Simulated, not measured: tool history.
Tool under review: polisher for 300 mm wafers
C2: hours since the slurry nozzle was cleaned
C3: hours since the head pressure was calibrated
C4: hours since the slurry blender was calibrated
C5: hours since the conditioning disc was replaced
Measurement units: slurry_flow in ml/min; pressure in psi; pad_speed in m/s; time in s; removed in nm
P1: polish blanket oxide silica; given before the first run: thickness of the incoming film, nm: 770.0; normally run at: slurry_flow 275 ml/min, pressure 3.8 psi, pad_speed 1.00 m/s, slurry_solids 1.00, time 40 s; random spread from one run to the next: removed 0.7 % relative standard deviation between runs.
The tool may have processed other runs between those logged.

Run 1, hour 10.1: slurry_flow 275 ml/min, pressure 3.8 psi, pad_speed 1.00 m/s, slurry_solids 1.00, time 40 s; wafers polished on this pad 498; C2 121.1; C3 109.3; C4 90.0; C5 162.0. Result: removed 127.330 nm.
Run 2, hour 19.4: slurry_flow 275 ml/min, pressure 3.8 psi, pad_speed 1.00 m/s, slurry_solids 1.00, time 40 s; wafers polished on this pad 602; C2 130.4; C3 118.6; C4 99.3; C5 171.3. Result: removed 125.570 nm.
Run 3, hour 28.0: slurry_flow 275 ml/min, pressure 2.2 psi, pad_speed 1.00 m/s, slurry_solids 1.00, time 40 s; wafers polished on this pad 698; C2 139.0; C3 127.2; C4 107.9; C5 179.9. Result: removed 73.453 nm.
Run 4, hour 34.4: slurry_flow 275 ml/min, pressure 3.8 psi, pad_speed 1.00 m/s, slurry_solids 0.55, time 40 s; wafers polished on this pad 769; C2 145.4; C3 133.6; C4 114.3; C5 186.3. Result: removed 93.286 nm.
Run 5, hour 46.8: slurry_flow 195 ml/min, pressure 3.8 psi, pad_speed 1.00 m/s, slurry_solids 1.00, time 40 s; wafers polished on this pad 908; C2 157.8; C3 146.0; C4 126.7; C5 198.7. Result: removed 121.250 nm.
Run 6, hour 59.5: slurry_flow 275 ml/min, pressure 3.8 psi, pad_speed 1.40 m/s, slurry_solids 1.00, time 40 s; wafers polished on this pad 1049; C2 170.5; C3 158.7; C4 139.4; C5 211.4. Result: removed 166.500 nm.
Run 7, hour 68.7: slurry_flow 275 ml/min, pressure 3.8 psi, pad_speed 1.00 m/s, slurry_solids 1.00, time 40 s; wafers polished on this pad 1152; C2 179.7; C3 167.9; C4 148.6; C5 220.6. Result: removed 127.560 nm.
Run 8, hour 80.3: slurry_flow 275 ml/min, pressure 3.8 psi, pad_speed 1.00 m/s, slurry_solids 1.00, time 40 s; wafers polished on this pad 1282; C2 191.3; C3 179.5; C4 160.2; C5 232.2. Result: removed 125.150 nm.
Run 9, hour 92.3: slurry_flow 275 ml/min, pressure 3.8 psi, pad_speed 0.44 m/s, slurry_solids 1.00, time 40 s; wafers polished on this pad 1416; C2 203.3; C3 191.5; C4 172.2; C5 244.2. Result: removed 66.082 nm.
Run 10, hour 103.8: slurry_flow 275 ml/min, pressure 3.8 psi, pad_speed 1.00 m/s, slurry_solids 1.00, time 40 s; wafers polished on this pad 1544; C2 214.8; C3 203.0; C4 183.7; C5 255.7. Result: removed 126.440 nm.
Run 11, hour 115.1: slurry_flow 375 ml/min, pressure 3.8 psi, pad_speed 1.00 m/s, slurry_solids 1.00, time 40 s; wafers polished on this pad 1670; C2 226.1; C3 214.3; C4 195.0; C5 267.0. Result: removed 129.660 nm.
Run 12, hour 127.7: slurry_flow 275 ml/min, pressure 5.8 psi, pad_speed 0.74 m/s, slurry_solids 1.00, time 40 s; wafers polished on this pad 1811; C2 238.7; C3 226.9; C4 207.6; C5 279.6. Result: removed 151.300 nm.
Run 13, hour 134.2: slurry_flow 275 ml/min, pressure 3.8 psi, pad_speed 1.00 m/s, slurry_solids 1.00, time 60 s; wafers polished on this pad 1883; C2 245.2; C3 233.4; C4 214.1; C5 286.1. Result: removed 190.220 nm.
At hour 138.9: slurry nozzle cleaned.
Run 14, hour 140.8: slurry_flow 180 ml/min, pressure 3.8 psi, pad_speed 1.00 m/s, slurry_solids 0.70, time 40 s; wafers polished on this pad 1957; C2 1.9; C3 240.0; C4 220.7; C5 292.7. Result: removed 101.730 nm.
Run 15, hour 150.3: slurry_flow 275 ml/min, pressure 3.8 psi, pad_speed 1.00 m/s, slurry_solids 1.00, time 40 s; wafers polished on this pad 2063; C2 11.4; C3 249.5; C4 230.2; C5 302.2. Result: removed 126.890 nm.
Run 16, hour 161.0: slurry_flow 275 ml/min, pressure 3.8 psi, pad_speed 1.00 m/s, slurry_solids 1.30, time 40 s; wafers polished on this pad 2183; C2 22.1; C3 260.2; C4 240.9; C5 312.9. Result: removed 141.490 nm.
At hour 167.7: conditioning disc replaced and pad reconditioned.
Run 17, hour 172.5: slurry_flow 275 ml/min, pressure 5.8 psi, pad_speed 1.00 m/s, slurry_solids 1.00, time 40 s; wafers polished on this pad 2311; C2 33.6; C3 271.7; C4 252.4; C5 4.8. Result: removed 192.960 nm.
Run 18, hour 182.4: slurry_flow 275 ml/min, pressure 3.8 psi, pad_speed 1.00 m/s, slurry_solids 1.00, time 24 s; wafers polished on this pad 2422; C2 43.5; C3 281.6; C4 262.3; C5 14.7. Result: removed 76.069 nm.
Run 19, hour 191.1: slurry_flow 275 ml/min, pressure 3.8 psi, pad_speed 1.00 m/s, slurry_solids 1.00, time 40 s; wafers polished on this pad 2519; C2 52.2; C3 290.3; C4 271.0; C5 23.4. Result: removed 127.560 nm.
Run 20, hour 203.1: slurry_flow 275 ml/min, pressure 3.8 psi, pad_speed 1.00 m/s, slurry_solids 1.00, time 40 s; wafers polished on this pad 2653; C2 64.2; C3 302.3; C4 283.0; C5 35.4. Result: removed 118.330 nm.
Run 21, hour 215.4: slurry_flow 275 ml/min, pressure 3.8 psi, pad_speed 1.00 m/s, slurry_solids 1.00, time 40 s; wafers polished on this pad 2790; C2 76.5; C3 314.6; C4 295.3; C5 47.7. Result: removed 113.470 nm.
Run 22, hour 227.0: slurry_flow 275 ml/min, pressure 3.8 psi, pad_speed 1.00 m/s, slurry_solids 1.00, time 40 s; wafers polished on this pad 2919; C2 88.1; C3 326.2; C4 306.9; C5 59.3. Result: removed 112.370 nm.
Run 23, hour 235.8: slurry_flow 275 ml/min, pressure 3.8 psi, pad_speed 1.00 m/s, slurry_solids 1.00, time 40 s; wafers polished on this pad 3018; C2 96.9; C3 335.0; C4 315.7; C5 68.1. Result: removed 110.190 nm.
At hour 243.4: head pressure recalibrated.
Run 24, hour 244.0: slurry_flow 275 ml/min, pressure 3.8 psi, pad_speed 1.00 m/s, slurry_solids 1.00, time 40 s; wafers polished on this pad 3109; C2 105.1; C3 0.7; C4 323.9; C5 76.3. Result: removed 110.810 nm.
At hour 247.5: conditioning disc replaced and pad reconditioned.
Run 25, hour 252.6: slurry_flow 275 ml/min, pressure 3.8 psi, pad_speed 1.00 m/s, slurry_solids 1.00, time 40 s; wafers polished on this pad 3205; C2 113.7; C3 9.3; C4 332.5; C5 5.2. Result: removed 110.190 nm.
Run 26, hour 258.2: slurry_flow 275 ml/min, pressure 3.8 psi, pad_speed 1.00 m/s, slurry_solids 1.00, time 40 s; wafers polished on this pad 3268; C2 119.3; C3 14.9; C4 338.1; C5 10.8. Result: removed 109.170 nm.
Run 27, hour 267.7: slurry_flow 275 ml/min, pressure 3.8 psi, pad_speed 1.00 m/s, slurry_solids 1.00, time 40 s; wafers polished on this pad 3374; C2 128.8; C3 24.4; C4 347.6; C5 20.3. Result: removed 110.610 nm.

The output of P1 has drifted from where it used to be. Each of the 2 causes below, taken at the size shown beside it, accounts for the log equally well:
A: abrasive missing from the slurry, % = 25.7
B: removal rate lost through wear of the pad, % = 13.6
At approximately hour 191.1, the process output began to creep.
Excluded causes, each with its reason:
slurry flow missing at the pad, %: capped at 40; at that size removed would change by -6.2 %, too little to explain the creep or opposite to it
head's pressure below its setpoint, %: maintenance at hour 243.4, after the shift began, did not return the process to its former output
time polished since the conditioner stopped cutting, s: maintenance at hour 247.5, after the shift began, did not return the process to its former output

You are offered 4 check runs, listed below with question marks in place of their results; each one averages 3 wafers. Which run separates the listed causes by giving clearly different results for each?
Run check 1, hour 277.2: slurry_flow 275 ml/min, pressure 5.8 psi, pad_speed 1.00 m/s, slurry_solids 1.00, time 40 s. Result: removed ?.
Run check 2, hour 277.2: slurry_flow 275 ml/min, pressure 3.8 psi, pad_speed 0.48 m/s, slurry_solids 1.00, time 50 s. Result: removed ?.
Run check 3, hour 277.2: slurry_flow 275 ml/min, pressure 3.8 psi, pad_speed 1.38 m/s, slurry_solids 1.00, time 25 s. Result: removed ?.
Run check 4, hour 277.2: slurry_flow 275 ml/min, pressure 3.8 psi, pad_speed 0.78 m/s, slurry_solids 0.65, time 40 s. Result: removed ?.

Check results expected under each cause:
  check   result     if A     if B
check 1  removed  167.320  167.290
check 2  removed   76.173   76.161
check 3  removed   88.650   88.636
check 4  removed   69.949   72.181
Per-check spread between the two closest causes, in the result where they differ most: check 1 0.02 %; check 2 0.02 %; check 3 0.02 %; check 4 3.14 %
Only in check 4 would the causes give clearly different results; in the remaining checks their results would be nearly the same.

After running check 4, the following was obtained: removed 72.401 nm. Which cause does this point to?

It is B: removal rate lost through wear of the pad, %.
